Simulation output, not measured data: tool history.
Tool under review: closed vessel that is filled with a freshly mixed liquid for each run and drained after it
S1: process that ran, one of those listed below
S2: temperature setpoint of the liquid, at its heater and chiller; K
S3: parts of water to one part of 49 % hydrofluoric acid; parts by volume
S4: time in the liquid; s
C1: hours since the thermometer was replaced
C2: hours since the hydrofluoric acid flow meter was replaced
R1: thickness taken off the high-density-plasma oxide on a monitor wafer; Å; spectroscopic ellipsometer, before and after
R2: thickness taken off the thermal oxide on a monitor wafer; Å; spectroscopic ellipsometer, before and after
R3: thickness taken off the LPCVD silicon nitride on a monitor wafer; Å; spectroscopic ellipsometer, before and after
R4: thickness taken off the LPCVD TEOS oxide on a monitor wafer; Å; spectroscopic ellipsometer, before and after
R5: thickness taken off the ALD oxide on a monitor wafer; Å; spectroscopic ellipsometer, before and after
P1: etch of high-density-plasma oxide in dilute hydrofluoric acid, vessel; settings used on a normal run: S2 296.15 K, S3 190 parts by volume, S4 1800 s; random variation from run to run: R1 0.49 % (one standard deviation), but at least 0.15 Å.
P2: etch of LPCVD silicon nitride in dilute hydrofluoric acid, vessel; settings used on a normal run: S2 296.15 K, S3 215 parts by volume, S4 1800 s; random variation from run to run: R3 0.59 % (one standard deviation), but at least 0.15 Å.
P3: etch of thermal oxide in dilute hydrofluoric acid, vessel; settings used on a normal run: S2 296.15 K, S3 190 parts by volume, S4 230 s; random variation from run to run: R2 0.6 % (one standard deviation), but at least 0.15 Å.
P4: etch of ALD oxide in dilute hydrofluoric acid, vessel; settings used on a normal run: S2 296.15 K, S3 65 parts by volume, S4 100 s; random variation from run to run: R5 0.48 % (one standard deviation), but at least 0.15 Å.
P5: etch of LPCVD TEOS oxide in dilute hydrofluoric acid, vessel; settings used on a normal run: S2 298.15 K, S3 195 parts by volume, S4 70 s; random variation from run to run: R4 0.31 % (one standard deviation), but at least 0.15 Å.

| run | day | S1 | S2 | S3 | S4 | C1 | C2 | R1 | R2 | R3 | R4 | R5 |
|---|---|---|---|---|---|---|---|---|---|---|---|---|
| 1 | 0.104 | P1 | 296.15 | 190 | 1800 | 1283.5 | 1248.8 | 461.22 |  |  |  |  |
| 2 | 0.267 | P1 | 296.15 | 190 | 1800 | 1287.4 | 1252.7 | 467.55 |  |  |  |  |
| 3 | 0.4 | P1 | 299.65 | 190 | 815 | 1290.6 | 1255.9 | 236.3 |  |  |  |  |
| 4 | 0.592 | P3 | 296.15 | 350 | 230 | 1295.2 | 1260.5 |  | 21.558 |  |  |  |
| 5 | 0.725 | P1 | 296.15 | 260 | 1800 | 1298.4 | 1263.7 | 317.23 |  |  |  |  |
| 6 | 0.867 | P1 | 296.15 | 190 | 2760 | 1301.8 | 1267.1 | 707.37 |  |  |  |  |
| 7 | 1.088 | P3 | 296.15 | 190 | 230 | 1307.1 | 1272.4 |  | 47.398 |  |  |  |
| 8 | 1.188 | P2 | 296.15 | 90 | 1800 | 1309.5 | 1274.8 |  |  | 89.425 |  |  |
| 9 | 1.375 | P5 | 298.15 | 195 | 30 | 1314 | 1279.3 |  |  |  | 79.327 |  |
| 10 | 1.504 | P1 | 296.15 | 190 | 1800 | 1317.1 | 1282.4 | 463.2 |  |  |  |  |
| 11 | 1.658 | P1 | 302.65 | 190 | 1800 | 1320.8 | 1286.1 | 586.5 |  |  |  |  |
| 12 | 1.875 | P2 | 296.15 | 215 | 1800 | 1326 | 1291.3 |  |  | 37.362 |  |  |
| 13 | 2.071 | P1 | 296.15 | 40 | 3500 | 1330.7 | 1296 | 5093.3 |  |  |  |  |
| 14 | 2.279 | P4 | 296.15 | 65 | 195 | 1335.7 | 1301 |  |  |  |  | 605.66 |
| 15 | 2.408 | P4 | 302.15 | 65 | 100 | 1338.8 | 1304.1 |  |  |  |  | 392.46 |
| 16 | 2.517 | P4 | 296.15 | 85 | 100 | 1341.4 | 1306.7 |  |  |  |  | 229.24 |
| 17 | 2.738 | P1 | 296.15 | 40 | 1800 | 1346.7 | 1312 | 2624.7 |  |  |  |  |
| 18 | 2.925 | P3 | 290.15 | 190 | 230 | 1351.2 | 1316.5 |  | 37.289 |  |  |  |
| 19 | 3.079 | P1 | 296.15 | 190 | 975 | 1354.9 | 1320.2 | 251.41 |  |  |  |  |
| 20 | 3.208 | P1 | 300.15 | 190 | 165 | 1358 | 1323.3 | 48.91 |  |  |  |  |
| 21 | 3.375 | P5 | 298.15 | 195 | 70 | 1362 | 1327.3 |  |  |  | 184.69 |  |
| 22 | 3.479 | P3 | 296.15 | 190 | 445 | 1364.5 | 1329.8 |  | 92.738 |  |  |  |
| 23 | 3.604 | P2 | 296.15 | 215 | 1800 | 1367.5 | 1332.8 |  |  | 37.369 |  |  |
| 24 | 3.796 | P5 | 298.15 | 195 | 70 | 1372.1 | 1337.4 |  |  |  | 184.78 |  |
| 25 | 3.979 | P5 | 298.15 | 335 | 70 | 1376.5 | 1341.8 |  |  |  | 93.302 |  |
| 26 | 4.125 | P4 | 296.15 | 65 | 100 | 1380 | 1345.3 |  |  |  |  | 310.05 |
| 27 | 4.267 | P1 | 296.15 | 190 | 1800 | 1383.4 | 1348.7 | 464.37 |  |  |  |  |
| 28 | 4.375 | P1 | 290.15 | 190 | 1800 | 1386 | 1351.3 | 364.1 |  |  |  |  |
| 29 | 4.517 | P3 | 296.15 | 190 | 230 | 1389.4 | 1354.7 |  | 47.096 |  |  |  |
| 30 | 4.671 | P2 | 290.15 | 215 | 1800 | 1393.1 | 1358.4 |  |  | 25.346 |  |  |
| 31 | 4.825 | P1 | 296.15 | 190 | 1800 | 1396.8 | 1362.1 | 463.99 |  |  |  |  |
| 32 | 5.008 | P5 | 306.15 | 195 | 70 | 1401.2 | 1366.5 |  |  |  | 242.78 |  |
| 33 | 5.225 | P2 | 296.15 | 215 | 3455 | 1406.4 | 1371.7 |  |  | 71.786 |  |  |
| 34 | 5.346 | P4 | 296.15 | 65 | 100 | 1409.3 | 1374.6 |  |  |  |  | 306.5 |
| 35 | 5.533 | P1 | 296.15 | 190 | 1800 | 1413.8 | 1379.1 | 461.91 |  |  |  |  |
| 36 | 5.729 | P1 | 296.15 | 190 | 1800 | 1418.5 | 1383.8 | 449.72 |  |  |  |  |
| 37 | 5.904 | P1 | 296.15 | 190 | 1800 | 1422.7 | 1388 | 447.42 |  |  |  |  |
| 38 | 6.088 | P1 | 296.15 | 190 | 1800 | 1427.1 | 1392.4 | 437.27 |  |  |  |  |
| 39 | 6.271 | P1 | 296.15 | 190 | 1800 | 1431.5 | 1396.8 | 435.09 |  |  |  |  |
| 40 | 6.467 | P1 | 296.15 | 190 | 1800 | 1436.2 | 1401.5 | 431.82 |  |  |  |  |
| 41 | 6.662 | P1 | 296.15 | 190 | 1800 | 1440.9 | 1406.2 | 431.63 |  |  |  |  |
| 42 | 6.775 | P1 | 296.15 | 190 | 1800 | 1443.6 | 1408.9 | 432.02 |  |  |  |  |
| 43 | 6.933 | P1 | 296.15 | 190 | 1800 | 1447.4 | 1412.7 | 433.19 |  |  |  |  |
| 44 | 7.15 | P1 | 296.15 | 190 | 1800 | 1452.6 | 1417.9 | 430.21 |  |  |  |  |

The output of P1 has drifted from where it used to be. Each of the 2 causes below, taken at the size shown beside it, accounts for the log equally well:
A: hydrofluoric acid flow below the setpoint (%) = 6.06
B: liquid colder than its thermometer reads (K) = 1.99
Creep in the process output first set in at about day 5.533.

Which of the 4 check runs listed below separates the causes, so that each cause would produce a clearly different result? Each run uses one wafer, and its results are marked with question marks.
| check 1 | 7.367 | P5 | 302.65 | 195 | 70 |  |  |  |  |  | ? |  |
| check 2 | 7.367 | P4 | 302.15 | 65 | 170 |  |  |  |  |  |  | ? |
| check 3 | 7.367 | P3 | 290.15 | 275 | 230 |  |  |  | ? |  |  |  |
| check 4 | 7.367 | P2 | 291.65 | 215 | 3360 |  |  |  |  | ? |  |  |

If the cause were each of the candidates in turn, the checks would give the following:
| check | result | if A | if B |
|---|---|---|---|
| check 1 | R4 | 200.52 | 202.04 |
| check 2 | R5 | 619.95 | 613.96 |
| check 3 | R2 | 22.182 | 22.188 |
| check 4 | R3 | 49.293 | 45.834 |
Distance between the nearest two causes, measured in the result of the check that separates them most: check 1 0.76 %; check 2 0.97 %; check 3 0.03 %; check 4 7.28 %
Check 4 distinguishes between the causes, while the remaining checks would return nearly the same result for all of them.

The results of check 4 are: R3 45.679 Å. Based on these, which of the listed causes is it?

The cause is B: liquid colder than its thermometer reads (K).

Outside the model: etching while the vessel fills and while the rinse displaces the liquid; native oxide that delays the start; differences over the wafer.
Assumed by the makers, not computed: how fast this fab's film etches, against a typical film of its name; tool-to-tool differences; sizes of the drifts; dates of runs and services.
